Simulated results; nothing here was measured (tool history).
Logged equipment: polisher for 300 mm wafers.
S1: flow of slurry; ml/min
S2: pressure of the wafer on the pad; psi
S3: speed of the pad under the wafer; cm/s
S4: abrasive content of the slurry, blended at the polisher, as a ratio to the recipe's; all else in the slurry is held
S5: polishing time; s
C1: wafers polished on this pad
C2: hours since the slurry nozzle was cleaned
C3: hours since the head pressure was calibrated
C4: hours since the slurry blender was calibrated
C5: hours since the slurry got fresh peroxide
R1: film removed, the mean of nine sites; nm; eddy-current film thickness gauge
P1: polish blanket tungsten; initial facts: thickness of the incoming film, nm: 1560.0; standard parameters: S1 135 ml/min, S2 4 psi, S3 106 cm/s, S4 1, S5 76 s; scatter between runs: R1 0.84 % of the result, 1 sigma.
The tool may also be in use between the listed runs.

Run 1, day 0.446: S1 135 ml/min, S2 4 psi, S3 106 cm/s, S4 1, S5 76 s; C1 329; C2 451.2; C3 474.7; C4 111.9; C5 40.4. Result: R1 368.54 nm.
Run 2, day 0.767: S1 135 ml/min, S2 4 psi, S3 168 cm/s, S4 1, S5 76 s; C1 395; C2 458.9; C3 482.4; C4 119.6; C5 48.1. Result: R1 586.81 nm.
Run 3, day 1.067: S1 135 ml/min, S2 5.8 psi, S3 106 cm/s, S4 1, S5 76 s; C1 456; C2 466.1; C3 489.6; C4 126.8; C5 55.3. Result: R1 526.19 nm.
At day 1.304: head pressure recalibrated.
Run 4, day 1.417: S1 135 ml/min, S2 4 psi, S3 106 cm/s, S4 1, S5 35 s; C1 527; C2 474.5; C3 2.7; C4 135.2; C5 63.7. Result: R1 171.1 nm.
Run 5, day 1.8: S1 135 ml/min, S2 4 psi, S3 146 cm/s, S4 1.4, S5 76 s; C1 605; C2 483.7; C3 11.9; C4 144.4; C5 72.9. Result: R1 550.28 nm.
Run 6, day 2.133: S1 185 ml/min, S2 4 psi, S3 106 cm/s, S4 1, S5 76 s; C1 673; C2 491.7; C3 19.9; C4 152.4; C5 80.9. Result: R1 393.41 nm.
Run 7, day 2.596: S1 135 ml/min, S2 4 psi, S3 106 cm/s, S4 1.25, S5 76 s; C1 767; C2 502.8; C3 31; C4 163.5; C5 92. Result: R1 393.48 nm.
Run 8, day 2.938: S1 135 ml/min, S2 4 psi, S3 152 cm/s, S4 1, S5 39 s; C1 837; C2 511; C3 39.2; C4 171.7; C5 100.2. Result: R1 276.6 nm.
Run 9, day 3.258: S1 135 ml/min, S2 4 psi, S3 106 cm/s, S4 0.55, S5 76 s; C1 902; C2 518.7; C3 46.9; C4 179.4; C5 107.9. Result: R1 324.75 nm.
Run 10, day 3.675: S1 135 ml/min, S2 4 psi, S3 106 cm/s, S4 1, S5 76 s; C1 987; C2 528.7; C3 56.9; C4 189.4; C5 117.9. Result: R1 369.71 nm.
Run 11, day 4.154: S1 135 ml/min, S2 1.8 psi, S3 106 cm/s, S4 1, S5 76 s; C1 1085; C2 540.2; C3 68.4; C4 200.9; C5 129.4. Result: R1 168.57 nm.
Run 12, day 4.367: S1 80 ml/min, S2 4 psi, S3 106 cm/s, S4 1, S5 76 s; C1 1128; C2 545.3; C3 73.5; C4 206; C5 134.5. Result: R1 327.3 nm.
Run 13, day 4.7: S1 135 ml/min, S2 4 psi, S3 106 cm/s, S4 1, S5 76 s; C1 1196; C2 553.3; C3 81.5; C4 214; C5 142.5. Result: R1 370.48 nm.
At day 4.846: slurry tank refilled with fresh slurry and peroxide.
Run 14, day 5.05: S1 135 ml/min, S2 4 psi, S3 106 cm/s, S4 1, S5 108 s; C1 1267; C2 561.7; C3 89.9; C4 222.4; C5 5. Result: R1 527.09 nm.
Run 15, day 5.454: S1 135 ml/min, S2 4 psi, S3 50 cm/s, S4 1, S5 76 s; C1 1350; C2 571.4; C3 99.6; C4 232.1; C5 14.7. Result: R1 173.62 nm.
Run 16, day 5.662: S1 80 ml/min, S2 4 psi, S3 106 cm/s, S4 0.8, S5 76 s; C1 1392; C2 576.4; C3 104.6; C4 237.1; C5 19.7. Result: R1 304.76 nm.
Run 17, day 6.033: S1 135 ml/min, S2 4 psi, S3 106 cm/s, S4 1, S5 76 s; C1 1468; C2 585.3; C3 113.5; C4 246; C5 28.6. Result: R1 368.06 nm.
Run 18, day 6.238: S1 135 ml/min, S2 4 psi, S3 106 cm/s, S4 1, S5 76 s; C1 1509; C2 590.2; C3 118.4; C4 250.9; C5 33.5. Result: R1 366.37 nm.
Run 19, day 6.483: S1 135 ml/min, S2 4 psi, S3 106 cm/s, S4 1, S5 76 s; C1 1559; C2 596.1; C3 124.3; C4 256.8; C5 39.4. Result: R1 361.85 nm.
Run 20, day 6.767: S1 135 ml/min, S2 4 psi, S3 106 cm/s, S4 1, S5 76 s; C1 1617; C2 602.9; C3 131.1; C4 263.6; C5 46.2. Result: R1 360.03 nm.
Run 21, day 7.058: S1 135 ml/min, S2 4 psi, S3 106 cm/s, S4 1, S5 76 s; C1 1676; C2 609.9; C3 138.1; C4 270.6; C5 53.2. Result: R1 351.58 nm.
Run 22, day 7.467: S1 135 ml/min, S2 4 psi, S3 106 cm/s, S4 1, S5 76 s; C1 1760; C2 619.7; C3 147.9; C4 280.4; C5 63. Result: R1 349.29 nm.
At day 7.654: worn pad replaced by a new one.
At day 7.762: slurry blender recalibrated.
Run 23, day 7.85: S1 135 ml/min, S2 4 psi, S3 106 cm/s, S4 1, S5 76 s; C1 40; C2 628.9; C3 157.1; C4 2.1; C5 72.2. Result: R1 336.55 nm.
At day 7.921: slurry tank refilled with fresh slurry and peroxide.
Run 24, day 8.275: S1 135 ml/min, S2 4 psi, S3 106 cm/s, S4 1, S5 76 s; C1 126; C2 639.1; C3 167.3; C4 12.3; C5 8.6. Result: R1 346.51 nm.
Run 25, day 8.7: S1 135 ml/min, S2 4 psi, S3 106 cm/s, S4 1, S5 76 s; C1 213; C2 649.3; C3 177.5; C4 22.5; C5 18.8. Result: R1 337.13 nm.
Run 26, day 8.933: S1 135 ml/min, S2 4 psi, S3 106 cm/s, S4 1, S5 76 s; C1 260; C2 654.9; C3 183.1; C4 28.1; C5 24.4. Result: R1 339.77 nm.
Run 27, day 9.208: S1 135 ml/min, S2 4 psi, S3 106 cm/s, S4 1, S5 76 s; C1 316; C2 661.5; C3 189.7; C4 34.7; C5 31. Result: R1 339.89 nm.

Compared with where it was, what P1 gives has crept away. Each cause listed below fits the log as well as the rest, at the size given for it:
A: head's pressure below its setpoint, % = 8.51
B: slurry flow missing at the pad, % = 32.3
The drift started at roughly day 6.238.
Why every other cause is out:
removal rate lost through wear of the pad, %: was serviced at day 7.654, once the creep was under way, yet the earlier output never came back
abrasive missing from the slurry, %: was serviced at day 7.762, once the creep was under way, yet the earlier output never came back
peroxide lost from the slurry, %: was serviced at day 7.921, once the creep was under way, yet the earlier output never came back

4 check runs are offered, each on 2 wafers whose results are averaged, their results left as question marks. Which one tells the causes apart?
Run check 1, day 9.483: S1 80 ml/min, S2 4 psi, S3 58 cm/s, S4 1, S5 76 s. Result: R1 ?.
Run check 2, day 9.483: S1 135 ml/min, S2 4 psi, S3 162 cm/s, S4 1, S5 76 s. Result: R1 ?.
Run check 3, day 9.483: S1 135 ml/min, S2 4 psi, S3 106 cm/s, S4 0.55, S5 76 s. Result: R1 ?.
Run check 4, day 9.483: S1 135 ml/min, S2 4 psi, S3 106 cm/s, S4 1, S5 102 s. Result: R1 ?.

Predicted outcomes, by check and by cause:
  check  result    if A    if B
check 1      R1  163.28  155.23
check 2      R1  517.95  517.85
check 3      R1  295.46   295.4
check 4      R1  454.85  454.75
Per check, the gap between the least separated pair of causes, taken in the result that splits them most: check 1 5.06 %; check 2 0.02 %; check 3 0.02 %; check 4 0.02 %
The causes can be told apart only by check 1. The other checks would give nearly the same results under each of them.

The results of check 1 are: R1 155.23 nm. Based on these, which of the listed causes is it?

It is B: slurry flow missing at the pad, %.
